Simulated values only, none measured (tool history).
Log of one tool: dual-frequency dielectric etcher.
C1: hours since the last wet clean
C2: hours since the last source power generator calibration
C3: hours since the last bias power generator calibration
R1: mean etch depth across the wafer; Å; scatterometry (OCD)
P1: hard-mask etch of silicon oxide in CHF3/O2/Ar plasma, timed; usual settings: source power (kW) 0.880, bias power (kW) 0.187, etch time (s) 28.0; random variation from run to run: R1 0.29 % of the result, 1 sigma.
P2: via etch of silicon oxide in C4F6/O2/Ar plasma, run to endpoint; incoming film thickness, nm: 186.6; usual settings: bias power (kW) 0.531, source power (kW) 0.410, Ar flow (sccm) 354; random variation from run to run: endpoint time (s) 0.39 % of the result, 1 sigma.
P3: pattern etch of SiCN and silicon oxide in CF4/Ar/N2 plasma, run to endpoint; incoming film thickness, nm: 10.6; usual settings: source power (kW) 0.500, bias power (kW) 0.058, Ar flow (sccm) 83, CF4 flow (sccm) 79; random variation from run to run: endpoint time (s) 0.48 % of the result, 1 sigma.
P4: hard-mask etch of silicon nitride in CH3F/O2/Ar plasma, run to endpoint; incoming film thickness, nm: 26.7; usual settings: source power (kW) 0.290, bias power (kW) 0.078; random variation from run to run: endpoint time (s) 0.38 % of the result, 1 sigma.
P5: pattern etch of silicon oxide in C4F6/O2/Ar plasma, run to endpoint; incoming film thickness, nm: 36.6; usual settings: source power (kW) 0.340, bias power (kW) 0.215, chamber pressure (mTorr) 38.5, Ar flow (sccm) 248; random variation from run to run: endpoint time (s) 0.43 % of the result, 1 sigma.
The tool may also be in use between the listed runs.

Run 1, day 0.175: process that ran P1, source power (kW) 0.880, bias power (kW) 0.187, etch time (s) 28.0; C1 245.6; C2 2865.3; C3 2916.6. Result: R1 659.32 Å.
Run 2, day 0.358: process that ran P1, source power (kW) 1.110, bias power (kW) 0.187, etch time (s) 28.0; C1 250.0; C2 2869.7; C3 2921.0. Result: R1 718.82 Å.
Run 3, day 0.562: process that ran P2, source power (kW) 0.410, bias power (kW) 0.531, Ar flow (sccm) 235; C1 254.9; C2 2874.6; C3 2925.9. Result: endpoint time (s) 38.073.
Run 4, day 0.829: process that ran P5, source power (kW) 0.340, bias power (kW) 0.215, Ar flow (sccm) 299, chamber pressure (mTorr) 38.5; C1 261.3; C2 2881.0; C3 2932.3. Result: endpoint time (s) 12.143.
Run 5, day 1.062: process that ran P3, source power (kW) 0.500, bias power (kW) 0.058, Ar flow (sccm) 83, CF4 flow (sccm) 79; C1 266.9; C2 2886.6; C3 2937.9. Result: endpoint time (s) 11.451.
Run 6, day 1.312: process that ran P1, source power (kW) 1.050, bias power (kW) 0.187, etch time (s) 33.5; C1 272.9; C2 2892.6; C3 2943.9. Result: R1 850.42 Å.
Run 7, day 1.558: process that ran P1, source power (kW) 0.880, bias power (kW) 0.187, etch time (s) 39.5; C1 278.8; C2 2898.5; C3 2949.8. Result: R1 934.20 Å.
Run 8, day 1.688: process that ran P2, source power (kW) 0.510, bias power (kW) 0.531, Ar flow (sccm) 354; C1 281.9; C2 2901.6; C3 2952.9. Result: endpoint time (s) 36.871.
Run 9, day 1.846: process that ran P5, source power (kW) 0.410, bias power (kW) 0.215, Ar flow (sccm) 248, chamber pressure (mTorr) 38.5; C1 285.7; C2 2905.4; C3 2956.7. Result: endpoint time (s) 11.147.
Run 10, day 2.033: process that ran P5, source power (kW) 0.340, bias power (kW) 0.215, Ar flow (sccm) 248, chamber pressure (mTorr) 46.0; C1 290.2; C2 2909.9; C3 2961.2. Result: endpoint time (s) 12.286.
Run 11, day 2.204: process that ran P3, source power (kW) 0.330, bias power (kW) 0.058, Ar flow (sccm) 83, CF4 flow (sccm) 79; C1 294.3; C2 2914.0; C3 2965.3. Result: endpoint time (s) 16.572.
Run 12, day 2.362: process that ran P1, source power (kW) 0.660, bias power (kW) 0.187, etch time (s) 28.0; C1 298.1; C2 2917.8; C3 2969.1. Result: R1 590.86 Å.
Run 13, day 2.550: process that ran P1, source power (kW) 0.880, bias power (kW) 0.124, etch time (s) 28.0; C1 302.6; C2 2922.3; C3 2973.6. Result: R1 578.21 Å.
Run 14, day 2.692: process that ran P2, source power (kW) 0.410, bias power (kW) 0.531, Ar flow (sccm) 354; C1 306.0; C2 2925.7; C3 2977.0. Result: endpoint time (s) 40.122.
Run 15, day 2.879: process that ran P1, source power (kW) 0.880, bias power (kW) 0.187, etch time (s) 28.0; C1 310.5; C2 2930.2; C3 2981.5. Result: R1 657.27 Å.
Run 16, day 3.079: process that ran P1, source power (kW) 0.880, bias power (kW) 0.139, etch time (s) 15.5; C1 315.3; C2 2935.0; C3 2986.3. Result: R1 330.71 Å.
Run 17, day 3.208: process that ran P3, source power (kW) 0.500, bias power (kW) 0.058, Ar flow (sccm) 83, CF4 flow (sccm) 108; C1 318.4; C2 2938.1; C3 2989.4. Result: endpoint time (s) 10.986.
Run 18, day 3.446: process that ran P1, source power (kW) 0.880, bias power (kW) 0.187, etch time (s) 21.5; C1 324.1; C2 2943.8; C3 2995.1. Result: R1 508.04 Å.
Run 19, day 3.696: process that ran P4, source power (kW) 0.290, bias power (kW) 0.078; C1 330.1; C2 2949.8; C3 3001.1. Result: endpoint time (s) 42.630.
Run 20, day 3.833: process that ran P3, source power (kW) 0.500, bias power (kW) 0.058, Ar flow (sccm) 108, CF4 flow (sccm) 79; C1 333.4; C2 2953.1; C3 3004.4. Result: endpoint time (s) 11.836.
Run 21, day 4.000: process that ran P2, source power (kW) 0.410, bias power (kW) 0.531, Ar flow (sccm) 354; C1 337.4; C2 2957.1; C3 3008.4. Result: endpoint time (s) 39.870.
Run 22, day 4.242: process that ran P5, source power (kW) 0.340, bias power (kW) 0.304, Ar flow (sccm) 248, chamber pressure (mTorr) 38.5; C1 343.2; C2 2962.9; C3 3014.2. Result: endpoint time (s) 10.678.
Run 23, day 4.504: process that ran P3, source power (kW) 0.500, bias power (kW) 0.044, Ar flow (sccm) 83, CF4 flow (sccm) 79; C1 349.5; C2 2969.2; C3 3020.5. Result: endpoint time (s) 12.388.
Run 24, day 4.671: process that ran P5, source power (kW) 0.340, bias power (kW) 0.215, Ar flow (sccm) 248, chamber pressure (mTorr) 38.5; C1 353.5; C2 2973.2; C3 3024.5. Result: endpoint time (s) 11.993.
Run 25, day 4.800: process that ran P1, source power (kW) 0.880, bias power (kW) 0.187, etch time (s) 28.0; C1 356.6; C2 2976.3; C3 3027.6. Result: R1 656.24 Å.
Run 26, day 4.925: process that ran P1, source power (kW) 0.880, bias power (kW) 0.187, etch time (s) 28.0; C1 359.6; C2 2979.3; C3 3030.6. Result: R1 659.84 Å.
Run 27, day 5.096: process that ran P1, source power (kW) 0.880, bias power (kW) 0.239, etch time (s) 28.0; C1 363.7; C2 2983.4; C3 3034.7. Result: R1 717.75 Å.
Run 28, day 5.304: process that ran P2, source power (kW) 0.410, bias power (kW) 0.414, Ar flow (sccm) 354; C1 368.7; C2 2988.4; C3 3039.7. Result: endpoint time (s) 43.752.
Run 29, day 5.517: process that ran P4, source power (kW) 0.200, bias power (kW) 0.078; C1 373.8; C2 2993.5; C3 3044.8. Result: endpoint time (s) 49.226.
Run 30, day 5.717: process that ran P4, source power (kW) 0.290, bias power (kW) 0.063; C1 378.6; C2 2998.3; C3 3049.6. Result: endpoint time (s) 46.143.
Run 31, day 5.975: process that ran P1, source power (kW) 0.880, bias power (kW) 0.187, etch time (s) 28.0; C1 384.8; C2 3004.5; C3 3055.8. Result: R1 657.38 Å.
Run 32, day 6.175: process that ran P1, source power (kW) 0.880, bias power (kW) 0.187, etch time (s) 28.0; C1 389.6; C2 3009.3; C3 3060.6. Result: R1 655.30 Å.
Run 33, day 6.442: process that ran P1, source power (kW) 0.880, bias power (kW) 0.187, etch time (s) 28.0; C1 396.0; C2 3015.7; C3 3067.0. Result: R1 653.91 Å.
Run 34, day 6.617: process that ran P1, source power (kW) 0.880, bias power (kW) 0.187, etch time (s) 28.0; C1 400.2; C2 3019.9; C3 3071.2. Result: R1 649.66 Å.
Run 35, day 6.821: process that ran P1, source power (kW) 0.880, bias power (kW) 0.187, etch time (s) 28.0; C1 405.1; C2 3024.8; C3 3076.1. Result: R1 649.91 Å.
At day 6.858: wet clean of the chamber.
Run 36, day 6.992: process that ran P1, source power (kW) 0.880, bias power (kW) 0.187, etch time (s) 28.0; C1 3.3; C2 3028.9; C3 3080.2. Result: R1 653.59 Å.
Run 37, day 7.217: process that ran P1, source power (kW) 0.880, bias power (kW) 0.187, etch time (s) 28.0; C1 8.7; C2 3034.3; C3 3085.6. Result: R1 653.23 Å.
Run 38, day 7.425: process that ran P1, source power (kW) 0.880, bias power (kW) 0.187, etch time (s) 28.0; C1 13.7; C2 3039.3; C3 3090.6. Result: R1 651.80 Å.
Run 39, day 7.650: process that ran P1, source power (kW) 0.880, bias power (kW) 0.187, etch time (s) 28.0; C1 19.1; C2 3044.7; C3 3096.0. Result: R1 651.58 Å.
Run 40, day 7.812: process that ran P1, source power (kW) 0.880, bias power (kW) 0.187, etch time (s) 28.0; C1 23.0; C2 3048.6; C3 3099.9. Result: R1 650.49 Å.
Run 41, day 7.958: process that ran P1, source power (kW) 0.880, bias power (kW) 0.187, etch time (s) 28.0; C1 26.5; C2 3052.1; C3 3103.4. Result: R1 647.84 Å.
Run 42, day 8.129: process that ran P1, source power (kW) 0.880, bias power (kW) 0.187, etch time (s) 28.0; C1 30.6; C2 3056.2; C3 3107.5. Result: R1 644.59 Å.

What P1 gives has crept away from where it was. These 2 causes fit the log equally well, each at the size given:
A: bias power that arrives under what is set, % = 4.4
B: source power that arrives under what is set, % = 3.77
The creep began at about day 5.975.
Why every other cause is out:
chamber walls in a state that lowers the etch rate, %: serviced at day 6.858, which brought nothing back

4 check runs are offered, each on 3 wafers whose results are averaged, their results left as question marks. Which one tells the causes apart?
Run check 1, day 8.300: process that ran P2, source power (kW) 0.410, bias power (kW) 0.531, Ar flow (sccm) 354. Result: endpoint time (s) ?.
Run check 2, day 8.300: process that ran P3, source power (kW) 0.500, bias power (kW) 0.058, Ar flow (sccm) 83, CF4 flow (sccm) 79. Result: endpoint time (s) ?.
Run check 3, day 8.300: process that ran P5, source power (kW) 0.340, bias power (kW) 0.215, Ar flow (sccm) 248, chamber pressure (mTorr) 38.5. Result: endpoint time (s) ?.
Run check 4, day 8.300: process that ran P4, source power (kW) 0.290, bias power (kW) 0.078. Result: endpoint time (s) ?.

What each check would give under each cause:
  check             result    if A    if B
check 1  endpoint time (s)  40.644  40.532
check 2  endpoint time (s)  11.575  11.818
check 3  endpoint time (s)  12.162  12.160
check 4  endpoint time (s)  43.487  43.417
How far apart the two closest causes lie, in the result that separates them most: check 1 0.28 %; check 2 2.08 %; check 3 0.01 %; check 4 0.16 %
Check 2 tells the causes apart: in the others they would give nearly the same result.

Check 2 was then run and gave: endpoint time (s) 11.576. Which cause is it?

It is A: bias power that arrives under what is set, %.
